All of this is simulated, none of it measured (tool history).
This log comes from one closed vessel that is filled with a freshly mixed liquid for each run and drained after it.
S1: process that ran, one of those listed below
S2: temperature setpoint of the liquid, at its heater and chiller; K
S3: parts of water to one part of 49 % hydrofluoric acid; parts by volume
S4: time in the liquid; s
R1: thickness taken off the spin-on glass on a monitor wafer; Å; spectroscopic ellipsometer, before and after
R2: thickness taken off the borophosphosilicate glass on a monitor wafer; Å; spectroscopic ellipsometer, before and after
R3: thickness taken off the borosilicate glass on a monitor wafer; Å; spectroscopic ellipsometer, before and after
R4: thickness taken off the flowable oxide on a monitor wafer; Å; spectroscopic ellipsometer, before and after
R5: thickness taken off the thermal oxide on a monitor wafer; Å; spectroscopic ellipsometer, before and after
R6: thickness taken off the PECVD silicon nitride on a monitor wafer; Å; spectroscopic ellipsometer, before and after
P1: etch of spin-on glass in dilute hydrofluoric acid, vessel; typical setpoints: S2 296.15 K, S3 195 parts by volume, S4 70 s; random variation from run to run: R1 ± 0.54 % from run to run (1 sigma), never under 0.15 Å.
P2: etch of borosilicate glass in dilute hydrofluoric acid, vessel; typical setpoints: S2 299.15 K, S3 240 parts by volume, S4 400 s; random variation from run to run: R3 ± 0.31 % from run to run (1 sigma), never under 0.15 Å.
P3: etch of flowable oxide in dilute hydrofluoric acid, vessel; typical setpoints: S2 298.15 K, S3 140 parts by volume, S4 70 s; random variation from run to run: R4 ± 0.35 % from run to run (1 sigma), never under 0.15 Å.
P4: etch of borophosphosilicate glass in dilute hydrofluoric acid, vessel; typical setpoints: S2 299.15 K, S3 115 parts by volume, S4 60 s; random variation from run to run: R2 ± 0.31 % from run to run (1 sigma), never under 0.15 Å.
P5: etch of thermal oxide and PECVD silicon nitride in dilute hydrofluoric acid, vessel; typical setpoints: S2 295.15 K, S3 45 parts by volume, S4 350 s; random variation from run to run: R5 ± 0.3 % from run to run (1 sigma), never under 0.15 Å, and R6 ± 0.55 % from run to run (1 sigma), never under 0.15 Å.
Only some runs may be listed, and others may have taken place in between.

run,hour,S1,S2,S3,S4,R1,R2,R3,R4,R5,R6
1,10.5,P1,296.15,195,70,127.520,,,,,
2,20.8,P4,299.15,60,60,,625.23,,,,
3,32.8,P2,299.15,240,400,,,374.12,,,
4,46.3,P3,298.15,140,70,,,,125.350,,
5,61.4,P3,298.15,140,30,,,,53.520,,
6,74.6,P3,298.15,215,70,,,,75.037,,
7,91.2,P1,296.15,195,120,220.810,,,,,
8,99.5,P5,295.15,45,350,,,,,358.44,189.060
9,109.0,P1,296.15,70,70,410.860,,,,,
10,120.2,P4,299.15,115,105,,532.35,,,,
11,130.5,P1,292.65,195,70,111.620,,,,,
12,148.0,P1,301.15,195,70,153.680,,,,,
13,165.4,P1,296.15,195,70,126.190,,,,,
14,177.8,P5,295.15,70,350,,,,,222.40,123.290
15,193.0,P1,302.15,350,70,74.863,,,,,
16,204.8,P1,296.15,320,70,68.523,,,,,
17,218.3,P1,296.15,195,70,127.950,,,,,
18,233.9,P1,296.15,195,70,128.040,,,,,
19,252.7,P1,301.15,195,30,65.776,,,,,
20,262.6,P3,293.15,140,70,,,,103.080,,
21,280.7,P4,299.15,115,60,,303.70,,,,
22,295.5,P2,299.15,240,755,,,706.61,,,
23,303.9,P5,290.15,45,350,,,,,288.69,134.320
24,315.9,P1,301.65,195,30,66.401,,,,,
25,332.3,P2,294.65,240,400,,,318.29,,,
26,341.1,P4,294.15,115,60,,249.80,,,,
27,355.4,P5,295.15,45,125,,,,,126.56,67.977
28,371.6,P2,299.15,105,400,,,994.85,,,
29,384.2,P1,296.15,195,30,54.172,,,,,
30,402.0,P1,296.15,195,70,127.720,,,,,
31,417.3,P1,296.15,195,70,132.850,,,,,
32,428.2,P1,296.15,195,70,133.430,,,,,
33,439.8,P1,296.15,195,70,135.600,,,,,
34,451.9,P1,296.15,195,70,136.740,,,,,
35,460.1,P1,296.15,195,70,137.650,,,,,
36,472.2,P1,296.15,195,70,135.950,,,,,
37,480.6,P1,296.15,195,70,136.830,,,,,
38,496.2,P1,296.15,195,70,137.840,,,,,

What P1 gives has crept away from where it was. These 2 causes fit the log equally well, each at the size given:
A: hydrofluoric acid flow above the setpoint (%) = 6.33
B: liquid hotter than its thermometer reads (K) = 1.99
The gradual shift began around hour 402.0.

Each of the 4 check runs below uses one wafer; its results are left as question marks. Which run tells the causes apart?
check 1,511.8,P4,299.15,115,60,,?,,,,
check 2,511.8,P5,295.15,45,350,,,,,?,?
check 3,511.8,P2,299.15,240,400,,,?,,,
check 4,511.8,P3,298.15,140,70,,,,?,,

What each check would give under each cause:
check,result,if A,if B
check 1,R2,325.23,327.10
check 2,R5,380.82,387.76
check 2,R6,200.620,216.410
check 3,R3,403.57,400.48
check 4,R4,135.170,135.690
Smallest distance between any two causes, each pair judged by its most separating result, in per cent: check 1 0.57 %; check 2 7.58 %; check 3 0.77 %; check 4 0.38 %
Only check 2 tells the causes apart: in the others they would give nearly the same result.

Then check 2 was run and gave: R5 386.37 Å; R6 215.670 Å. Which cause is it?

The correct cause is B, namely: liquid hotter than its thermometer reads (K).
